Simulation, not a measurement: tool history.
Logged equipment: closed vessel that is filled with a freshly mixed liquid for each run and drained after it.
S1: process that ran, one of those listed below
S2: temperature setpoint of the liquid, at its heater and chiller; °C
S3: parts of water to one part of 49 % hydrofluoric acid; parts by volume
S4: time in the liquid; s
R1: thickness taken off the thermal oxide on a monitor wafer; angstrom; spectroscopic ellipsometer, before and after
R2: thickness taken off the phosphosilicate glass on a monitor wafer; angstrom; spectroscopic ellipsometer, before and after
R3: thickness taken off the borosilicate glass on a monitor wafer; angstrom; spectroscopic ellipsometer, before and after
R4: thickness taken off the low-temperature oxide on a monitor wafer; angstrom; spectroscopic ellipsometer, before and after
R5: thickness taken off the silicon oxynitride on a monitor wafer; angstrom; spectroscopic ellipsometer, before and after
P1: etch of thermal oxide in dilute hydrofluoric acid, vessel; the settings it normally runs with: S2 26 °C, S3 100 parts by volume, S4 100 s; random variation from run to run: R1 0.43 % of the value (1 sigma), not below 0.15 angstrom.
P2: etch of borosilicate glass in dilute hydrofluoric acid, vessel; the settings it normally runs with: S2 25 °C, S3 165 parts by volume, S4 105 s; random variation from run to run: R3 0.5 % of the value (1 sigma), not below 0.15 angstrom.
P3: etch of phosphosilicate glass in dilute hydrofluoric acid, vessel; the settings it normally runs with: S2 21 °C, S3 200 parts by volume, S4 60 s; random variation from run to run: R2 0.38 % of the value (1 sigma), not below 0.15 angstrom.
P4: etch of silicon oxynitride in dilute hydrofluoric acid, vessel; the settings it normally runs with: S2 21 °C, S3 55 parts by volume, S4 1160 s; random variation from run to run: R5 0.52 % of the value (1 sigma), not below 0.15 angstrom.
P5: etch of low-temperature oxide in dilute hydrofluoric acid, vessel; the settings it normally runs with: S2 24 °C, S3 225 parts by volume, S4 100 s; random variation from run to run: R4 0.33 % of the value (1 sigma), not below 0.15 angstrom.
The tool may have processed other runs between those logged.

run   hour  S1    S2   S3    S4      R1      R2      R3      R4      R5
  1   14.7  P1    26  100   100  52.342
  2   24.4  P3    21  110    60          745.01
  3   32.3  P2    25  165   210                  452.72
  4   43.6  P1    21  100    60  25.694
  5   56.8  P1    26  100    55  28.998
  6   64.4  P1    26  100   100  52.343
  7   76.8  P2    25  165   105                  224.43
  8   90.8  P1    26  100   100  52.175
  9  102.8  P3    21  200   100          617.32
 10  113.8  P1  33.5  150   100  42.656
 11  127.1  P5    17  225   100                          72.151
 12  137.5  P1    26  100   100  52.059
 13  149.4  P1  21.5  175   100  22.831
 14  157.6  P2    25   55   105                  773.53
 15  169.5  P1    26  155   100  31.846
 16  178.9  P1    26   30   100  192.78
 17  188.9  P4    17   55  1160                                  224.71
 18  203.2  P1    26  100   100  52.592
 19  209.9  P5    24  225   100                          94.377
 20  223.4  P4    21   55   280                                  65.664
 21    235  P2  28.5  165   105                  256.41
 22    248  P2    25  165   105                  224.76
 23  255.6  P5    24   45   100                          581.75
 24  270.8  P5    24  225   100                          94.108
 25  280.3  P1  19.5  100   100   40.35
 26  287.2  P4    21   55  1160                                  274.05
 27  302.3  P4    21   90  1160                                  163.87
 28  311.3  P1    26  100   160  83.996
 29  326.4  P3    21  200    60          370.95
 30  341.6  P5    24  225   150                          140.69
 31    349  P4    21   55  1160                                  271.97
 32  360.5  P1  29.5  100   100  59.707
 33    372  P3    21  200    60          375.87
 34  380.6  P3    17  200    60          318.27
 35  392.7  P1    26  100   100  52.038
 36  403.4  P1    26  100   100  49.902
 37  414.2  P1    26  100   100  48.768
 38  423.3  P1    26  100   100  47.931
 39  435.1  P1    26  100   100  48.104
 40  443.1  P1    26  100   100  47.829
 41  450.6  P1    26  100   100  47.436

Compared with where it was, what P1 gives has crept away. Each cause listed below fits the log as well as the rest, at the size given for it:
A: liquid colder than its thermometer reads (K) = 2.28
B: hydrofluoric acid flow below the setpoint (%) = 7.57
At approximately hour 392.7, the process output began to creep.

Which of the check runs below tells the causes apart, meaning the causes would give it clearly different results? Each run uses 2 wafers whose results are averaged, and each result is shown as a question mark.
check 1  458.1  P3  17  200   95       ?
check 2  458.1  P4  17   55  295                   ?
check 3  458.1  P2  25  115  200           ?
check 4  458.1  P5  17  225  100               ?

What every check run would give for each of its results, assuming each possible cause in turn:
  check  result    if A    if B
check 1      R2  460.39  459.69
check 2      R5  50.503   52.39
check 3      R3  598.92  598.47
check 4      R4  65.944   65.67
Distance between the nearest two causes, measured in the result of the check that separates them most: check 1 0.15 %; check 2 3.67 %; check 3 0.08 %; check 4 0.42 %
Only check 2 tells the causes apart: in the others they would give nearly the same result.

With check 2 done, the readings were: R5 50.456 angstrom. Identify which of the listed causes applies.

It was cause A: liquid colder than its thermometer reads (K).
